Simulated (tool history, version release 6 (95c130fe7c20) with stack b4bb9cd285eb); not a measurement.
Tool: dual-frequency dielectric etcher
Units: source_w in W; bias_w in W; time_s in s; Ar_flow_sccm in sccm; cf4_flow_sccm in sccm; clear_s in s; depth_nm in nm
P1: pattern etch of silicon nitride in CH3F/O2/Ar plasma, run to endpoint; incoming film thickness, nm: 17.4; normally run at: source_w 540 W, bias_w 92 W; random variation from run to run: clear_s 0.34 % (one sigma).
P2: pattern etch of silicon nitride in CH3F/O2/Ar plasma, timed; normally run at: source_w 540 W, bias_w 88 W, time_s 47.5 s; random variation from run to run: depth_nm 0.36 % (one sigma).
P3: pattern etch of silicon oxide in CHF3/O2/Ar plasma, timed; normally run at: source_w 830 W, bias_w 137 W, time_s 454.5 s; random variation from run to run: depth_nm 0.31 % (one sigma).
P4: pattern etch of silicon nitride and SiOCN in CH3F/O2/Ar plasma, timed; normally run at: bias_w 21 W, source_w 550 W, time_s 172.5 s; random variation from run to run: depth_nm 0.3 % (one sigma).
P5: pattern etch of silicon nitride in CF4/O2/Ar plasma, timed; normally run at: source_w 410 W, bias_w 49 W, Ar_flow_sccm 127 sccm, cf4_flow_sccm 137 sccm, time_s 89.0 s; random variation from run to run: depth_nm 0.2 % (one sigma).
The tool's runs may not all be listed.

run,hour,process,source_w,bias_w,time_s,Ar_flow_sccm,cf4_flow_sccm,hours since the last wet clean,hours since the last source power generator calibration,hours since the last bias power generator calibration,clear_s,depth_nm
1,2.9,P1,540,92,,,,205.5,3157.3,1043.3,20.893,
2,6.8,P4,550,21,95.0,,,209.4,3161.2,1047.2,,13.978
3,11.1,P1,640,75,,,,213.7,3165.5,1051.5,20.983,
4,14.5,P1,390,92,,,,217.1,3168.9,1054.9,23.427,
5,20.4,P1,540,92,,,,223.0,3174.8,1060.8,20.890,
6,24.3,P3,830,180,454.5,,,226.9,3178.7,1064.7,,986.960
7,28.7,P2,540,88,47.5,,,231.3,3183.1,1069.1,,41.440
# hour 32.6: bias power generator calibrated
8,34.1,P5,410,62,89.0,127,137,236.7,3188.5,1.6,,159.320
9,38.1,P2,540,88,26.0,,,240.7,3192.5,5.6,,22.737
10,43.2,P3,830,137,677.0,,,245.8,3197.6,10.7,,1345.400
11,48.8,P2,540,52,47.5,,,251.4,3203.2,16.3,,34.817
12,52.6,P5,410,49,89.0,127,184,255.2,3207.0,20.1,,150.980
13,58.6,P3,830,137,454.5,,,261.2,3213.0,26.1,,904.180
14,61.5,P1,540,92,,,,264.1,3215.9,29.0,20.772,
15,66.3,P1,700,124,,,,268.9,3220.7,33.8,16.964,
16,70.2,P1,540,74,,,,272.8,3224.6,37.7,22.468,
17,75.8,P4,550,16,172.5,,,278.4,3230.2,43.3,,22.809
18,79.6,P5,410,49,89.0,127,137,282.2,3234.0,47.1,,145.370
19,83.3,P1,540,92,,,,285.9,3237.7,50.8,20.928,
20,89.1,P4,740,21,172.5,,,291.7,3243.5,56.6,,28.369
21,93.5,P1,660,92,,,,296.1,3247.9,61.0,19.302,
22,97.2,P1,540,126,,,,299.8,3251.6,64.7,18.744,
23,102.3,P4,550,21,172.5,,,304.9,3256.7,69.8,,25.534
24,107.5,P3,830,137,454.5,,,310.1,3261.9,75.0,,901.060
25,110.6,P5,410,49,89.0,76,137,313.2,3265.0,78.1,,154.160
26,113.8,P5,410,49,115.5,127,137,316.4,3268.2,81.3,,189.350
27,117.0,P2,360,88,47.5,,,319.6,3271.4,84.5,,35.701
28,120.7,P1,360,58,,,,323.3,3275.1,88.2,28.324,
29,124.7,P5,410,49,89.0,127,137,327.3,3279.1,92.2,,145.760
30,128.8,P3,490,137,454.5,,,331.4,3283.2,96.3,,736.910
31,134.6,P4,550,21,172.5,,,337.2,3289.0,102.1,,25.524
32,140.1,P5,270,49,89.0,127,137,342.7,3294.5,107.6,,101.260
33,143.2,P2,540,88,47.5,,,345.8,3297.6,110.7,,41.530
34,148.5,P1,540,92,,,,351.1,3302.9,116.0,20.914,
35,153.9,P1,540,92,,,,356.5,3308.3,121.4,20.930,
36,158.9,P1,540,92,,,,361.5,3313.3,126.4,21.027,
37,163.6,P1,540,92,,,,366.2,3318.0,131.1,21.272,
38,168.8,P1,540,92,,,,371.4,3323.2,136.3,21.083,
# hour 170.9: wet clean of the chamber
39,171.7,P1,540,92,,,,0.9,3326.1,139.2,21.196,
40,176.6,P1,540,92,,,,5.8,3331.0,144.1,21.243,
41,179.9,P1,540,92,,,,9.1,3334.3,147.4,21.142,
42,183.7,P1,540,92,,,,12.9,3338.1,151.2,21.281,
43,188.0,P1,540,92,,,,17.2,3342.4,155.5,21.270,
44,193.9,P1,540,92,,,,23.1,3348.3,161.4,21.165,

What P1 gives has crept away from where it was. These 2 causes fit the log equally well, each at the size given:
A: bias power that arrives under what is set, % = 4.79
B: source power that arrives under what is set, % = 4.48
The creep began at about hour 148.5.
Why every other cause is out:
chamber walls in a state that lowers the etch rate, %: serviced at hour 170.9, which brought nothing back

4 check runs are offered, one wafer each, their results left as question marks. Which one tells the causes apart?
check 1,199.8,P3,530,137,581.0,,,,,,,?
check 2,199.8,P2,540,66,30.0,,,,,,,?
check 3,199.8,P5,410,49,89.0,80,183,,,,,?
check 4,199.8,P4,630,21,97.0,,,,,,,?

What each check would give under each cause:
check,result,if A,if B
check 1,depth_nm,954.640,952.610
check 2,depth_nm,23.349,23.311
check 3,depth_nm,154.320,150.750
check 4,depth_nm,14.730,14.797
How far apart the two closest causes lie, in the result that separates them most: check 1 0.21 %; check 2 0.16 %; check 3 2.34 %; check 4 0.45 %
Check 3 tells the causes apart: in the others they would give nearly the same result.

Check 3 was then run and gave: depth_nm 154.620 nm. Which cause is it?

It is A: bias power that arrives under what is set, %.

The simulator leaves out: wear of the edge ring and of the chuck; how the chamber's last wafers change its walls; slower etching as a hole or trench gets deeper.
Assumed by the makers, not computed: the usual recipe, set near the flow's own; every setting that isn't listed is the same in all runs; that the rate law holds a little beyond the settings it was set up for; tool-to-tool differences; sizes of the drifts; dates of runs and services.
